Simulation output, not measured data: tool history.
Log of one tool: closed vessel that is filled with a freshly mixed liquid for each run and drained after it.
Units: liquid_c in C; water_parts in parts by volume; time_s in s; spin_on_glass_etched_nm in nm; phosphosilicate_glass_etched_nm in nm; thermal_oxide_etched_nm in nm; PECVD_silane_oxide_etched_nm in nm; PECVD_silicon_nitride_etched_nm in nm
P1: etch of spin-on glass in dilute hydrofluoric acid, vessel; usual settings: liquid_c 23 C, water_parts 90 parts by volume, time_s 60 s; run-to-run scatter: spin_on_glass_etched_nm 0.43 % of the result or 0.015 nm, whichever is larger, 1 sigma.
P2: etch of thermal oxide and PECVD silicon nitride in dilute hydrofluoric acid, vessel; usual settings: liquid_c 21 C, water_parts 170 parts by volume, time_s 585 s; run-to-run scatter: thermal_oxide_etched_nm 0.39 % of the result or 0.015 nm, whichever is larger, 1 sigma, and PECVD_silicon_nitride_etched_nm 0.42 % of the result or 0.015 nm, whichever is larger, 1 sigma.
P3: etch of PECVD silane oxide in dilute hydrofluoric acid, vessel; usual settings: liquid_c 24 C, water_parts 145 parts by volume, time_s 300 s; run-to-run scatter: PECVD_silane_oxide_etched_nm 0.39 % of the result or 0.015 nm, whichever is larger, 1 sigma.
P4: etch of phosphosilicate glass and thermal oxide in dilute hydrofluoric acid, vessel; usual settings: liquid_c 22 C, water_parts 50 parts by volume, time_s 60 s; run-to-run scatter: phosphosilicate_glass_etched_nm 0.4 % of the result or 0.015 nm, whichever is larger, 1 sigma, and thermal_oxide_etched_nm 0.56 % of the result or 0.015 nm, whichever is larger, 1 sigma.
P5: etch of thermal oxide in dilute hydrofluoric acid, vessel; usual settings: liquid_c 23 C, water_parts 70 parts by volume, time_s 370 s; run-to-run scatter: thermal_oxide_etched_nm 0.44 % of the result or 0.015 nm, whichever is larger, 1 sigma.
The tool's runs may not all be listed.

run	hour	process	liquid_c	water_parts	time_s	hours since the thermometer was replaced	hours since the hydrofluoric acid flow meter was replaced	spin_on_glass_etched_nm	phosphosilicate_glass_etched_nm	thermal_oxide_etched_nm	PECVD_silane_oxide_etched_nm	PECVD_silicon_nitride_etched_nm
1	14.7	P1	23	90	60	941.2	323.4	17.848				
2	33.7	P4	22	50	60	960.2	342.4		146.16	5.6563		
3	53	P1	30.5	45	60	979.5	361.7	51.372				
4	70.6	P4	22	50	100	997.1	379.3		244.05	9.3222		
5	83.2	P1	23	90	30	1009.7	391.9	8.9699				
6	94	P1	23	90	60	1020.5	402.7	17.988				
7	105.5	P3	24	145	300	1032	414.2				40.525	
8	122.5	P4	22	50	60	1049	431.2		146.05	5.6317		
9	131.1	P1	23	90	90	1057.6	439.8	26.934				
10	149.5	P3	24	145	105	1076	458.2				14.1	
11	166.8	P2	21	170	1000	1093.3	475.5			23.594		28.098
12	176.7	P5	31	70	370	1103.2	485.4			34.944		
13	185.3	P4	22	90	60	1111.8	494		76.776	3.0115		
14	203.9	P1	26.5	90	60	1130.4	512.6	20.444				
15	213	P5	23	70	370	1139.5	521.7			25.738		
16	231.8	P2	21	170	585	1158.3	540.5			13.792		16.325
17	247.7	P5	23	70	370	1174.2	556.4			25.608		
18	257	P1	23	90	60	1183.5	565.7	17.978				
19	270.2	P5	23	100	370	1196.7	578.9			17.263		
20	288.9	P3	24	30	300	1215.4	597.6				223.64	
21	300.9	P1	23	90	60	1227.4	609.6	17.883				
22	319.2	P2	21	290	585	1245.7	627.9			7.1997		9.7116

The next listed run, before its measurement:
23	334.8	P3	24	145	300	1261.3	643.5				?	

Run 23 gave PECVD_silane_oxide_etched_nm 40.219 nm.

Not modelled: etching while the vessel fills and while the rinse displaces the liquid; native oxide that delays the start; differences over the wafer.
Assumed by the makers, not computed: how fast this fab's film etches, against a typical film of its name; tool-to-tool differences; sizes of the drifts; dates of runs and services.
